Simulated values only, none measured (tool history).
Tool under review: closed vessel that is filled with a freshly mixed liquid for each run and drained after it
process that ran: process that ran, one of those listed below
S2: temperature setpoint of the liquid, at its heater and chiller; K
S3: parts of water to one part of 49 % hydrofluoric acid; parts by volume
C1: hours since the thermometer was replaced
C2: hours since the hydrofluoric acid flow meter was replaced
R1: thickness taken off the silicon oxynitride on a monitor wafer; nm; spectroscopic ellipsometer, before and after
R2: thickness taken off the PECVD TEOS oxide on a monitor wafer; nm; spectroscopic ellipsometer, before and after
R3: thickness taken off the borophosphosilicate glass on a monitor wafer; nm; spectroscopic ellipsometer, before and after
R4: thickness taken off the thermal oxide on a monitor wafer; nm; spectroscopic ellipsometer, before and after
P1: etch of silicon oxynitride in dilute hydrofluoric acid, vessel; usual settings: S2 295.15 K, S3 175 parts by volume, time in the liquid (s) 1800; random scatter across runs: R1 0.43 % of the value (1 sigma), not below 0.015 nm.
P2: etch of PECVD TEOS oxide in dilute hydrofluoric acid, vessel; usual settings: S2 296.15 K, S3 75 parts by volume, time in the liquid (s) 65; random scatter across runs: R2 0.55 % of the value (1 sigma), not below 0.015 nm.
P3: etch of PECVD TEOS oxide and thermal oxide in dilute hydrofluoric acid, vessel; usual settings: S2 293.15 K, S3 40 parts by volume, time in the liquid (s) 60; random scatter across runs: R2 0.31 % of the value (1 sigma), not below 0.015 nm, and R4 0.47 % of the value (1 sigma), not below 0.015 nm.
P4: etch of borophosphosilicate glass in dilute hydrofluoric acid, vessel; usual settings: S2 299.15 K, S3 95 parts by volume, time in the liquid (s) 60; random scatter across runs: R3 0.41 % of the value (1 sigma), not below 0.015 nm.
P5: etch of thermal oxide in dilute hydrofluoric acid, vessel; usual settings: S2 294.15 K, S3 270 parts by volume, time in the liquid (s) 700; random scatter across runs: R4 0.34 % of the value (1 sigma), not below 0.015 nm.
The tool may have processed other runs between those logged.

{"run": 1, "day": 0.579, "process that ran": "P1", "S2": 295.15, "S3": 175, "time in the liquid (s)": 1800, "C1": 234.7, "C2": 690.2, "R1": 13.229}
{"run": 2, "day": 1.254, "process that ran": "P2", "S2": 296.15, "S3": 135, "time in the liquid (s)": 65, "C1": 250.9, "C2": 706.4, "R2": 5.1845}
{"run": 3, "day": 1.725, "process that ran": "P1", "S2": 295.15, "S3": 175, "time in the liquid (s)": 3095, "C1": 262.2, "C2": 717.7, "R1": 22.686}
{"run": 4, "day": 2.033, "process that ran": "P2", "S2": 296.15, "S3": 75, "time in the liquid (s)": 95, "C1": 269.6, "C2": 725.1, "R2": 14.746}
{"run": 5, "day": 2.65, "process that ran": "P1", "S2": 295.15, "S3": 175, "time in the liquid (s)": 1800, "C1": 284.4, "C2": 739.9, "R1": 13.281}
{"run": 6, "day": 3.038, "process that ran": "P4", "S2": 299.15, "S3": 95, "time in the liquid (s)": 60, "C1": 293.7, "C2": 749.2, "R3": 17.515}
{"run": 7, "day": 3.508, "process that ran": "P1", "S2": 300.65, "S3": 175, "time in the liquid (s)": 1800, "C1": 305.0, "C2": 760.5, "R1": 16.985}
{"run": 8, "day": 3.867, "process that ran": "P3", "S2": 293.15, "S3": 40, "time in the liquid (s)": 60, "C1": 313.6, "C2": 769.1, "R2": 14.896, "R4": 6.3351}
{"run": 9, "day": 4.462, "process that ran": "P5", "S2": 294.15, "S3": 270, "time in the liquid (s)": 220, "C1": 327.9, "C2": 783.4, "R4": 2.7662}
{"run": 10, "day": 4.829, "process that ran": "P5", "S2": 302.65, "S3": 270, "time in the liquid (s)": 700, "C1": 336.7, "C2": 792.2, "R4": 11.816}
{"run": 11, "day": 5.279, "process that ran": "P1", "S2": 295.15, "S3": 255, "time in the liquid (s)": 1800, "C1": 347.5, "C2": 803.0, "R1": 8.6521}
{"run": 12, "day": 5.754, "process that ran": "P1", "S2": 295.15, "S3": 175, "time in the liquid (s)": 430, "C1": 358.9, "C2": 814.4, "R1": 3.1883}
{"run": 13, "day": 6.225, "process that ran": "P1", "S2": 295.15, "S3": 175, "time in the liquid (s)": 1800, "C1": 370.2, "C2": 825.7, "R1": 13.209}
{"run": 14, "day": 6.896, "process that ran": "P5", "S2": 294.15, "S3": 270, "time in the liquid (s)": 700, "C1": 386.3, "C2": 841.8, "R4": 8.7693}
{"run": 15, "day": 7.425, "process that ran": "P1", "S2": 299.15, "S3": 175, "time in the liquid (s)": 975, "C1": 399.0, "C2": 854.5, "R1": 8.5759}
{"run": 16, "day": 7.917, "process that ran": "P5", "S2": 294.15, "S3": 425, "time in the liquid (s)": 700, "C1": 410.8, "C2": 866.3, "R4": 4.8392}
{"run": 17, "day": 8.275, "process that ran": "P2", "S2": 296.15, "S3": 75, "time in the liquid (s)": 65, "C1": 419.4, "C2": 874.9, "R2": 10.032}
{"run": 18, "day": 8.775, "process that ran": "P1", "S2": 295.15, "S3": 235, "time in the liquid (s)": 1065, "C1": 431.4, "C2": 886.9, "R1": 5.5529}
{"run": 19, "day": 9.125, "process that ran": "P2", "S2": 301.15, "S3": 75, "time in the liquid (s)": 65, "C1": 439.8, "C2": 895.3, "R2": 12.202}
{"run": 20, "day": 9.504, "process that ran": "P1", "S2": 295.15, "S3": 175, "time in the liquid (s)": 1800, "C1": 448.9, "C2": 904.4, "R1": 13.215}
{"run": 21, "day": 10.175, "process that ran": "P3", "S2": 293.15, "S3": 40, "time in the liquid (s)": 60, "C1": 465.0, "C2": 920.5, "R2": 14.982, "R4": 6.3346}
{"run": 22, "day": 10.8, "process that ran": "P4", "S2": 299.15, "S3": 155, "time in the liquid (s)": 60, "C1": 480.0, "C2": 935.5, "R3": 10.071}
{"run": 23, "day": 11.333, "process that ran": "P4", "S2": 293.65, "S3": 95, "time in the liquid (s)": 60, "C1": 492.8, "C2": 948.3, "R3": 14.247}
{"run": 24, "day": 11.85, "process that ran": "P1", "S2": 295.15, "S3": 50, "time in the liquid (s)": 1800, "C1": 505.2, "C2": 960.7, "R1": 50.78}
{"run": 25, "day": 12.408, "process that ran": "P1", "S2": 298.65, "S3": 305, "time in the liquid (s)": 1800, "C1": 518.6, "C2": 974.1, "R1": 8.0744}
{"run": 26, "day": 12.85, "process that ran": "P4", "S2": 299.15, "S3": 95, "time in the liquid (s)": 30, "C1": 529.2, "C2": 984.7, "R3": 8.8749}
{"day": 12.996, "done": "hydrofluoric acid flow meter replaced"}
{"run": 27, "day": 13.183, "process that ran": "P3", "S2": 293.15, "S3": 40, "time in the liquid (s)": 30, "C1": 537.2, "C2": 4.5, "R2": 7.4872, "R4": 3.1877}
{"run": 28, "day": 13.733, "process that ran": "P3", "S2": 293.15, "S3": 20, "time in the liquid (s)": 60, "C1": 550.4, "C2": 17.7, "R2": 30.683, "R4": 13.052}
{"run": 29, "day": 14.35, "process that ran": "P3", "S2": 301.65, "S3": 40, "time in the liquid (s)": 60, "C1": 565.2, "C2": 32.5, "R2": 21.38, "R4": 9.0839}
{"run": 30, "day": 14.796, "process that ran": "P1", "S2": 290.15, "S3": 175, "time in the liquid (s)": 1800, "C1": 575.9, "C2": 43.2, "R1": 10.468}
{"run": 31, "day": 15.45, "process that ran": "P1", "S2": 295.15, "S3": 175, "time in the liquid (s)": 1800, "C1": 591.6, "C2": 58.9, "R1": 13.248}
{"run": 32, "day": 15.858, "process that ran": "P1", "S2": 295.15, "S3": 175, "time in the liquid (s)": 1800, "C1": 601.4, "C2": 68.7, "R1": 12.813}
{"run": 33, "day": 16.438, "process that ran": "P1", "S2": 295.15, "S3": 175, "time in the liquid (s)": 1800, "C1": 615.3, "C2": 82.6, "R1": 12.647}
{"run": 34, "day": 16.854, "process that ran": "P1", "S2": 295.15, "S3": 175, "time in the liquid (s)": 1800, "C1": 625.3, "C2": 92.6, "R1": 12.546}
{"run": 35, "day": 17.296, "process that ran": "P1", "S2": 295.15, "S3": 175, "time in the liquid (s)": 1800, "C1": 635.9, "C2": 103.2, "R1": 12.41}

Run 36, settings as shown, results not yet in. Your forecast:
{"run": 36, "day": 17.592, "process that ran": "P1", "S2": 295.15, "S3": 175, "time in the liquid (s)": 1800, "C1": 643.0, "C2": 110.3, "R1": "?"}

{"run 36": {"R1": 12.383}}

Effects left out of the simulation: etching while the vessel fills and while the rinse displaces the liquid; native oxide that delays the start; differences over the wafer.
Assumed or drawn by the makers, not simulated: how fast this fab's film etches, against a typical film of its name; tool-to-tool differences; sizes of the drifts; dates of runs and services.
